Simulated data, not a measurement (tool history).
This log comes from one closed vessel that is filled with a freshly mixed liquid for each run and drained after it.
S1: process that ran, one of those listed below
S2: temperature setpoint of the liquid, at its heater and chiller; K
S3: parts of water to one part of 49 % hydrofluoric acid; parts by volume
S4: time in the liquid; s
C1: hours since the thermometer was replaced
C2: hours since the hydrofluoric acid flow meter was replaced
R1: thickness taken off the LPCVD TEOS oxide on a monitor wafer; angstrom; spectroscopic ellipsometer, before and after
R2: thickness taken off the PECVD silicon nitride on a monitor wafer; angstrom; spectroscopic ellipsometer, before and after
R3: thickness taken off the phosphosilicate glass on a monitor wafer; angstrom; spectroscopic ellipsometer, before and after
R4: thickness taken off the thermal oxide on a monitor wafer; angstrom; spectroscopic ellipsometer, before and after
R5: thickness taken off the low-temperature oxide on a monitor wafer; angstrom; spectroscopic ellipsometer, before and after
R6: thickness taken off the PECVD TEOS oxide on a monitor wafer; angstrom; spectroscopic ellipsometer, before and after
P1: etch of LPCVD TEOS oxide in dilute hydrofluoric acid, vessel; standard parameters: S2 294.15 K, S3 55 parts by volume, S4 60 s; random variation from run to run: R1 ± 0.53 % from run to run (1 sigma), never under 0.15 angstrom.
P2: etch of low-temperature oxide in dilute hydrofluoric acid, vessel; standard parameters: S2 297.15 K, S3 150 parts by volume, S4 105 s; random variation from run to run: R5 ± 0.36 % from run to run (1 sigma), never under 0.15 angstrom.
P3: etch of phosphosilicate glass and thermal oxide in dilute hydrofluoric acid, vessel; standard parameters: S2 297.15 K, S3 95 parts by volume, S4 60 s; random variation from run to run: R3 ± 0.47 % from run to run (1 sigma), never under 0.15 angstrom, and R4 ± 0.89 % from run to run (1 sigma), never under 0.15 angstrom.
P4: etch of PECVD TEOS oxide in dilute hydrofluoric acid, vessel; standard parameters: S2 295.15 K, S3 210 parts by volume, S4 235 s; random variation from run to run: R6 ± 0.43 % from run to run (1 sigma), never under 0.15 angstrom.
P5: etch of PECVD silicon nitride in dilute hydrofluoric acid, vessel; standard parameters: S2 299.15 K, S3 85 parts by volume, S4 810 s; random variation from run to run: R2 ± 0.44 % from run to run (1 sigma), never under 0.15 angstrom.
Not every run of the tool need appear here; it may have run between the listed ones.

{"run": 1, "hour": 9.0, "S1": "P1", "S2": 294.15, "S3": 55, "S4": 60, "C1": 1375.6, "C2": 412, "R1": 247.73}
{"run": 2, "hour": 15.9, "S1": "P5", "S2": 299.15, "S3": 85, "S4": 1500, "C1": 1382.5, "C2": 418.9, "R2": 390}
{"run": 3, "hour": 20.2, "S1": "P1", "S2": 294.15, "S3": 55, "S4": 105, "C1": 1386.8, "C2": 423.2, "R1": 436.99}
{"run": 4, "hour": 26.6, "S1": "P1", "S2": 294.15, "S3": 25, "S4": 60, "C1": 1393.2, "C2": 429.6, "R1": 568.62}
{"run": 5, "hour": 30.8, "S1": "P3", "S2": 297.15, "S3": 165, "S4": 60, "C1": 1397.4, "C2": 433.8, "R3": 473.9, "R4": 16.628}
{"run": 6, "hour": 38.4, "S1": "P3", "S2": 297.15, "S3": 95, "S4": 60, "C1": 1405, "C2": 441.4, "R3": 895.82, "R4": 31.086}
{"run": 7, "hour": 44.9, "S1": "P5", "S2": 299.15, "S3": 85, "S4": 810, "C1": 1411.5, "C2": 447.9, "R2": 210.71}
{"run": 8, "hour": 52.1, "S1": "P2", "S2": 297.15, "S3": 150, "S4": 105, "C1": 1418.7, "C2": 455.1, "R5": 152.37}
{"run": 9, "hour": 57.1, "S1": "P4", "S2": 295.15, "S3": 80, "S4": 235, "C1": 1423.7, "C2": 460.1, "R6": 294.81}
{"run": 10, "hour": 61.1, "S1": "P4", "S2": 299.65, "S3": 210, "S4": 235, "C1": 1427.7, "C2": 464.1, "R6": 114.52}
{"run": 11, "hour": 68.2, "S1": "P1", "S2": 299.65, "S3": 55, "S4": 60, "C1": 1434.8, "C2": 471.2, "R1": 311.77}
{"run": 12, "hour": 76.3, "S1": "P2", "S2": 297.15, "S3": 265, "S4": 105, "C1": 1442.9, "C2": 479.3, "R5": 76.144}
{"run": 13, "hour": 82.6, "S1": "P1", "S2": 294.15, "S3": 55, "S4": 60, "C1": 1449.2, "C2": 485.6, "R1": 250.6}
{"run": 14, "hour": 91.4, "S1": "P1", "S2": 290.15, "S3": 55, "S4": 60, "C1": 1458, "C2": 494.4, "R1": 211.22}
{"run": 15, "hour": 100.3, "S1": "P3", "S2": 297.15, "S3": 95, "S4": 60, "C1": 1466.9, "C2": 503.3, "R3": 894.08, "R4": 30.763}
{"run": 16, "hour": 106.2, "S1": "P3", "S2": 290.15, "S3": 95, "S4": 60, "C1": 1472.8, "C2": 509.2, "R3": 672.69, "R4": 22.769}
{"run": 17, "hour": 114.5, "S1": "P4", "S2": 295.15, "S3": 210, "S4": 235, "C1": 1481.1, "C2": 517.5, "R6": 97.957}
{"run": 18, "hour": 122.1, "S1": "P1", "S2": 294.15, "S3": 55, "S4": 30, "C1": 1488.7, "C2": 525.1, "R1": 124.82}
{"run": 19, "hour": 126.1, "S1": "P2", "S2": 297.15, "S3": 150, "S4": 30, "C1": 1492.7, "C2": 529.1, "R5": 44.034}
{"run": 20, "hour": 134.3, "S1": "P1", "S2": 298.65, "S3": 85, "S4": 60, "C1": 1500.9, "C2": 537.3, "R1": 187.48}
{"run": 21, "hour": 140.3, "S1": "P1", "S2": 299.15, "S3": 20, "S4": 60, "C1": 1506.9, "C2": 543.3, "R1": 882.34}
{"run": 22, "hour": 145.1, "S1": "P4", "S2": 295.15, "S3": 210, "S4": 30, "C1": 1511.7, "C2": 548.1, "R6": 12.516}
{"run": 23, "hour": 149.5, "S1": "P1", "S2": 294.15, "S3": 95, "S4": 60, "C1": 1516.1, "C2": 552.5, "R1": 137.07}
{"run": 24, "hour": 155.7, "S1": "P5", "S2": 299.15, "S3": 85, "S4": 810, "C1": 1522.3, "C2": 558.7, "R2": 210.51}
{"run": 25, "hour": 161.6, "S1": "P1", "S2": 294.15, "S3": 100, "S4": 100, "C1": 1528.2, "C2": 564.6, "R1": 218.84}
{"run": 26, "hour": 169.9, "S1": "P5", "S2": 293.15, "S3": 85, "S4": 810, "C1": 1536.5, "C2": 572.9, "R2": 140.93}
{"run": 27, "hour": 174.3, "S1": "P5", "S2": 299.15, "S3": 120, "S4": 810, "C1": 1540.9, "C2": 577.3, "R2": 149.16}
{"run": 28, "hour": 182.1, "S1": "P1", "S2": 294.15, "S3": 55, "S4": 60, "C1": 1548.7, "C2": 585.1, "R1": 252.5}
{"run": 29, "hour": 190.7, "S1": "P2", "S2": 290.15, "S3": 150, "S4": 105, "C1": 1557.3, "C2": 593.7, "R5": 115.28}
{"run": 30, "hour": 196.5, "S1": "P3", "S2": 297.15, "S3": 95, "S4": 110, "C1": 1563.1, "C2": 599.5, "R3": 1650.5, "R4": 57.048}
{"run": 31, "hour": 203.4, "S1": "P1", "S2": 294.15, "S3": 55, "S4": 60, "C1": 1570, "C2": 606.4, "R1": 249.67}
{"run": 32, "hour": 209.8, "S1": "P2", "S2": 297.15, "S3": 150, "S4": 105, "C1": 1576.4, "C2": 612.8, "R5": 152.45}
{"run": 33, "hour": 216.9, "S1": "P1", "S2": 294.15, "S3": 55, "S4": 60, "C1": 1583.5, "C2": 619.9, "R1": 249.72}
{"run": 34, "hour": 223.2, "S1": "P1", "S2": 294.15, "S3": 55, "S4": 60, "C1": 1589.8, "C2": 626.2, "R1": 257.53}
{"run": 35, "hour": 228.0, "S1": "P1", "S2": 294.15, "S3": 55, "S4": 60, "C1": 1594.6, "C2": 631, "R1": 259.06}
{"run": 36, "hour": 234.0, "S1": "P1", "S2": 294.15, "S3": 55, "S4": 60, "C1": 1600.6, "C2": 637, "R1": 262.16}
{"run": 37, "hour": 241.0, "S1": "P1", "S2": 294.15, "S3": 55, "S4": 60, "C1": 1607.6, "C2": 644, "R1": 267.14}
{"run": 38, "hour": 249.3, "S1": "P1", "S2": 294.15, "S3": 55, "S4": 60, "C1": 1615.9, "C2": 652.3, "R1": 269.61}
{"run": 39, "hour": 255.8, "S1": "P1", "S2": 294.15, "S3": 55, "S4": 60, "C1": 1622.4, "C2": 658.8, "R1": 268.96}
{"run": 40, "hour": 263.8, "S1": "P1", "S2": 294.15, "S3": 55, "S4": 60, "C1": 1630.4, "C2": 666.8, "R1": 269.57}
{"run": 41, "hour": 272.3, "S1": "P1", "S2": 294.15, "S3": 55, "S4": 60, "C1": 1638.9, "C2": 675.3, "R1": 272.67}
{"run": 42, "hour": 277.0, "S1": "P1", "S2": 294.15, "S3": 55, "S4": 60, "C1": 1643.6, "C2": 680, "R1": 270.09}
{"run": 43, "hour": 285.5, "S1": "P1", "S2": 294.15, "S3": 55, "S4": 60, "C1": 1652.1, "C2": 688.5, "R1": 272.91}
{"run": 44, "hour": 292.7, "S1": "P1", "S2": 294.15, "S3": 55, "S4": 60, "C1": 1659.3, "C2": 695.7, "R1": 268.37}

The output of P1 has drifted from where it used to be. Each of the 2 causes below, taken at the size shown beside it, accounts for the log equally well:
A: hydrofluoric acid flow above the setpoint (%) = 8.13
B: liquid hotter than its thermometer reads (K) = 2
The onset of the drift is placed at about hour 216.9.

Which of the 4 check runs listed below separates the causes, so that each cause would produce a clearly different result? Each run uses one wafer, and its results are marked with question marks.
{"run": "check 1", "hour": 299.9, "S1": "P2", "S2": 290.15, "S3": 150, "S4": 105, "R5": "?"}
{"run": "check 2", "hour": 299.9, "S1": "P5", "S2": 293.15, "S3": 85, "S4": 810, "R2": "?"}
{"run": "check 3", "hour": 299.9, "S1": "P3", "S2": 291.65, "S3": 95, "S4": 60, "R3": "?", "R4": "?"}
{"run": "check 4", "hour": 299.9, "S1": "P4", "S2": 295.15, "S3": 130, "S4": 235, "R6": "?"}

If the cause were each of the candidates in turn, the checks would give the following:
check=check_1 result=R5 if_A=126.32 if_B=125.31
check=check_2 result=R2 if_A=151.93 if_B=161.26
check=check_3 result=R3 if_A=782.63 if_B=780.17
check=check_3 result=R4 if_A=27.095 if_B=27.01
check=check_4 result=R6 if_A=187.55 if_B=185.52
Smallest distance between any two causes, each pair judged by its most separating result, in per cent: check 1 0.8 %; check 2 5.96 %; check 3 0.31 %; check 4 1.09 %
Check 2 is the one run that separates the causes; every other check would come out nearly the same whichever cause is at work.

Here is what check 2 returned: R2 160.79 angstrom. Which cause is it?

It was cause B: liquid hotter than its thermometer reads (K).
